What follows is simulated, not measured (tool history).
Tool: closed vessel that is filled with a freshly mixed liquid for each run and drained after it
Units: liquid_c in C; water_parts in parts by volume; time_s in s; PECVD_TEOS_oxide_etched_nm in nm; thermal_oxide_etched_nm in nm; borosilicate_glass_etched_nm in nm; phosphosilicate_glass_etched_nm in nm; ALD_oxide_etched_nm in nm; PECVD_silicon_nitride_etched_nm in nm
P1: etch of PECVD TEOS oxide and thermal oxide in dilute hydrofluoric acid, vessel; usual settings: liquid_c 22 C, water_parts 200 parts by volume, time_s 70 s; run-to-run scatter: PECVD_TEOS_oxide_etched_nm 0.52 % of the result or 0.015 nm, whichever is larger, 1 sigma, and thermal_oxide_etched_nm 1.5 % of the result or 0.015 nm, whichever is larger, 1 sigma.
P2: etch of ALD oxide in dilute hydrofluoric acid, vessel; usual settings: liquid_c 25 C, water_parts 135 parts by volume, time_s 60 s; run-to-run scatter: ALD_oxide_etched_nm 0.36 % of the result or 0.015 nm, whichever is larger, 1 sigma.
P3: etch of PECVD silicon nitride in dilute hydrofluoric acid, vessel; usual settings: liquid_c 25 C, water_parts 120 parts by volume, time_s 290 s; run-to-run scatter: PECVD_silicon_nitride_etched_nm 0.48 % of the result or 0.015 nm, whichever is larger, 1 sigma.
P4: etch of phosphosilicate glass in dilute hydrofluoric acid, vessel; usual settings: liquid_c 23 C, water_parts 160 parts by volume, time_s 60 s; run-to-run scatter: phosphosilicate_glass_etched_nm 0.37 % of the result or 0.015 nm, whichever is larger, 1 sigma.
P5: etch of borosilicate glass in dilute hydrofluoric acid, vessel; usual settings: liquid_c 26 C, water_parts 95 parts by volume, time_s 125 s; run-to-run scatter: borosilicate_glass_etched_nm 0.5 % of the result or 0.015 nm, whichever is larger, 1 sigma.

run     day  process  liquid_c  water_parts  time_s  hours since the thermometer was replaced  hours since the hydrofluoric acid flow meter was replaced  PECVD_TEOS_oxide_etched_nm  thermal_oxide_etched_nm  borosilicate_glass_etched_nm  phosphosilicate_glass_etched_nm  ALD_oxide_etched_nm  PECVD_silicon_nitride_etched_nm
  1   0.304       P1        22          200      70                                     356.2                                                      253.7                      4.9465                   1.4279
  2   0.896       P5      21.5           95     125                                     370.4                                                      267.9                                                                             23.581
  3   1.267       P1        17          200     100                                     379.3                                                      276.8                       5.795                   1.6119
  4   1.654       P5        26          140     125                                     388.6                                                      286.1                                                                             18.085
  5   1.946       P1        22          200      70                                     395.6                                                      293.1                      4.9692                   1.3843
  6   2.275       P5        26           95     125                                     403.5                                                        301                                                                             28.077
  7   2.546       P1        22           70      70                                       410                                                      307.5                      16.145                   4.4592
  8   3.112       P4        23          160      30                                     423.6                                                      321.1                                                                                                              31.612
  9   3.479       P1        22          200      70                                     432.4                                                      329.9                      4.9389                   1.3872
 10   3.888       P1        22          335      70                                     442.2                                                      339.7                      2.5809                  0.73567
 11   4.242       P4        23          275      60                                     450.7                                                      348.2                                                                                                              32.889
 12   4.571       P1        17          200      70                                     458.6                                                      356.1                      4.1069                   1.1149
 13   5.096       P4        23          160      60                                     471.2                                                      368.7                                                                                                              63.416
 14   5.421       P1        22          200      70                                       479                                                      376.5                      4.9275                   1.3589
 15   5.758       P2        25          135     100                                     487.1                                                      384.6                                                                                                                                   24.171
 16    6.15       P1        22          200      70                                     496.5                                                        394                      4.9062                   1.3807
 17   6.554       P1        22          200      70                                     506.2                                                      403.7                      4.9021                   1.4348
 18   6.942       P3        25          120     460                                     515.5                                                        413                                                                                                                                                                    6.7461
 19   7.425       P5        26           95      60                                     527.1                                                      424.6                                                                             13.481
 20   7.712       P2      31.5          135      60                                       534                                                      431.5                                                                                                                                   18.511
 21   8.104       P2        25          220      60                                     543.4                                                      440.9                                                                                                                                    8.125
 22    8.65       P1        22          200     110                                     556.5                                                        454                      7.7471                   2.1919
 23   9.267       P3        25          120     290                                     571.3                                                      468.8                                                                                                                                                                    4.2148
 24    9.75       P2        25          135      60                                     582.9                                                      480.4                                                                                                                                   14.652
 25  10.054       P4        17          160      60                                     590.2                                                      487.7                                                                                                              50.158
 26  10.471       P3        25          205     290                                     600.2                                                      497.7                                                                                                                                                                     2.493

The next listed run, before its measurement:
 27  10.796       P1      26.5          200      70                                       608                                                      505.5                           ?                        ?

PECVD_TEOS_oxide_etched_nm: 5.7983 nm
thermal_oxide_etched_nm: 1.6736 nm

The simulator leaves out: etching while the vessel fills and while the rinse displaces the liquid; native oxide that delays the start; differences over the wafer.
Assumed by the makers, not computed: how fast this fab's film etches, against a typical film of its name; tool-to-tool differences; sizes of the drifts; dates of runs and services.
